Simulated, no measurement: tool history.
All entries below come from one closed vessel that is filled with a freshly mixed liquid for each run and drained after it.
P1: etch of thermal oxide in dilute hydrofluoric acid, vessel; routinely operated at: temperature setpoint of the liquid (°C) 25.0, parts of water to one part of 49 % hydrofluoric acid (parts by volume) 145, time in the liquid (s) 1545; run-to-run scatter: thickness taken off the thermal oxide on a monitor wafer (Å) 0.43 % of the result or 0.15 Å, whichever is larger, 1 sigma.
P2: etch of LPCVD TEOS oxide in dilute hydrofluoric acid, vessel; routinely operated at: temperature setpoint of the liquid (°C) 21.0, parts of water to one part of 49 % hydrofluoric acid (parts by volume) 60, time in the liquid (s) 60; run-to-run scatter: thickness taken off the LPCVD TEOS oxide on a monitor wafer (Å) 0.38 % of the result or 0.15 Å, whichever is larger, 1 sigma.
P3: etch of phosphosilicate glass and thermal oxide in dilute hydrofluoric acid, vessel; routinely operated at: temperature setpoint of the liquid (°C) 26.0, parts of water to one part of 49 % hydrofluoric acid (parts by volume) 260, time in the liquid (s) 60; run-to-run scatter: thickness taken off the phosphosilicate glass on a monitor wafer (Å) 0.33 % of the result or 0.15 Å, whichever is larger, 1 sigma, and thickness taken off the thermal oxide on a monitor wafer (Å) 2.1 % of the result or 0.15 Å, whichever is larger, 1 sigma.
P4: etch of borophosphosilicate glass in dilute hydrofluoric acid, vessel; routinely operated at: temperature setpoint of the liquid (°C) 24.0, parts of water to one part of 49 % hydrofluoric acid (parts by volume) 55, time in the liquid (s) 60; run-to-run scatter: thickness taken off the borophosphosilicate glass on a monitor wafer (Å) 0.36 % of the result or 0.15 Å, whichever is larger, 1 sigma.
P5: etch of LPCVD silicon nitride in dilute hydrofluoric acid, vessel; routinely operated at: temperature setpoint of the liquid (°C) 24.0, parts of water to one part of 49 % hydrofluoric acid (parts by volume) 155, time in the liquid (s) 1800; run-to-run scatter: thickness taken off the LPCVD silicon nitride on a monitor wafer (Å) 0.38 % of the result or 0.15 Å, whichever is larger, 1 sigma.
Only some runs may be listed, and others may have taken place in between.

run,day,process that ran,temperature setpoint of the liquid (°C),parts of water to one part of 49 % hydrofluoric acid (parts by volume),time in the liquid (s),hours since the thermometer was replaced,hours since the hydrofluoric acid flow meter was replaced,thickness taken off the thermal oxide on a monitor wafer (Å),thickness taken off the phosphosilicate glass on a monitor wafer (Å),thickness taken off the LPCVD silicon nitride on a monitor wafer (Å),thickness taken off the borophosphosilicate glass on a monitor wafer (Å),thickness taken off the LPCVD TEOS oxide on a monitor wafer (Å)
1,0.379,P1,25.0,145,1545,780.4,124.4,469.340,,,,
2,0.883,P3,26.0,260,85,792.5,136.5,14.440,181.01,,,
3,1.225,P5,24.0,220,1800,800.7,144.7,,,44.310,,
4,1.767,P4,24.0,55,60,813.7,157.7,,,,435.27,
5,2.288,P5,24.0,155,1800,826.2,170.2,,,61.616,,
6,2.738,P5,24.0,155,2950,837.0,181.0,,,101.900,,
7,3.200,P1,25.0,45,1545,848.1,192.1,1718.300,,,,
8,3.521,P2,21.0,110,60,855.8,199.8,,,,,96.885
9,3.892,P2,21.0,60,60,864.7,208.7,,,,,190.330
10,4.433,P1,25.0,145,1545,877.7,221.7,468.970,,,,
11,4.933,P5,30.0,155,1800,889.7,233.7,,,90.247,,
12,5.375,P4,24.0,90,60,900.3,244.3,,,,252.32,
13,5.912,P2,26.5,60,60,913.2,257.2,,,,,237.100
14,6.221,P1,25.0,145,2590,920.6,264.6,787.360,,,,
15,6.779,P1,25.0,145,175,934.0,278.0,53.172,,,,
16,7.271,P1,25.0,245,1545,945.8,289.8,249.220,,,,
17,7.754,P1,25.0,55,2705,957.4,301.4,2428.500,,,,
18,8.162,P3,26.0,85,60,967.2,311.2,37.822,479.27,,,
19,8.612,P1,25.0,145,1545,978.0,322.0,466.120,,,,
20,9.196,P1,31.5,145,1545,992.0,336.0,599.100,,,,

Predict the results of run 21:
21,9.512,P3,18.0,260,60,999.6,343.6,?,?,,,

Run 21 yielded thickness taken off the thermal oxide on a monitor wafer (Å) 7.398, thickness taken off the phosphosilicate glass on a monitor wafer (Å) 94.98.

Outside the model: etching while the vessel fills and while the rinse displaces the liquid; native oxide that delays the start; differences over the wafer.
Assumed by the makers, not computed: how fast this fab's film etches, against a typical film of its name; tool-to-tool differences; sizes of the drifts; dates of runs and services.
